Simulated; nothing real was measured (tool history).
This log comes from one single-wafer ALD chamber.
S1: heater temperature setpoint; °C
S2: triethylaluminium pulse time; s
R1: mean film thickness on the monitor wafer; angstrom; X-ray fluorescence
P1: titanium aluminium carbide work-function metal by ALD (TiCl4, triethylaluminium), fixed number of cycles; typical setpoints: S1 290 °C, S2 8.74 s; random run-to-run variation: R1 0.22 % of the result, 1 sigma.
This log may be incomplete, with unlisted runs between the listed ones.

| run | hour | S1 | S2 | R1 |
|---|---|---|---|---|
| 1 | 16.2 | 290 | 8.74 | 18.383 |
| 2 | 29.3 | 290 | 3.89 | 14.289 |
| 3 | 36.5 | 290 | 8.74 | 18.446 |
| 4 | 44.7 | 310 | 3.97 | 15.707 |
| 5 | 52.3 | 290 | 8.74 | 18.417 |
| 6 | 60.4 | 290 | 8.74 | 18.503 |
| 7 | 76.7 | 313 | 8.74 | 20.318 |
| 8 | 86.5 | 290 | 8.74 | 18.324 |
|  | 87.1 | thermocouple changed; heater temperature recalibrated |
| 9 | 93.8 | 290 | 8.74 | 18.402 |
| 10 | 108.8 | 290 | 12.74 | 19.111 |
| 11 | 123.3 | 270 | 8.74 | 16.831 |
| 12 | 135.7 | 290 | 8.74 | 18.505 |
| 13 | 145.5 | 290 | 8.74 | 18.257 |
| 14 | 161.4 | 290 | 8.74 | 18.191 |
| 15 | 177.5 | 290 | 8.74 | 18.184 |

Run 16 is up next; what results do you expect?
| 16 | 185.1 | 290 | 8.74 | ? |

R1: 18.143 angstrom

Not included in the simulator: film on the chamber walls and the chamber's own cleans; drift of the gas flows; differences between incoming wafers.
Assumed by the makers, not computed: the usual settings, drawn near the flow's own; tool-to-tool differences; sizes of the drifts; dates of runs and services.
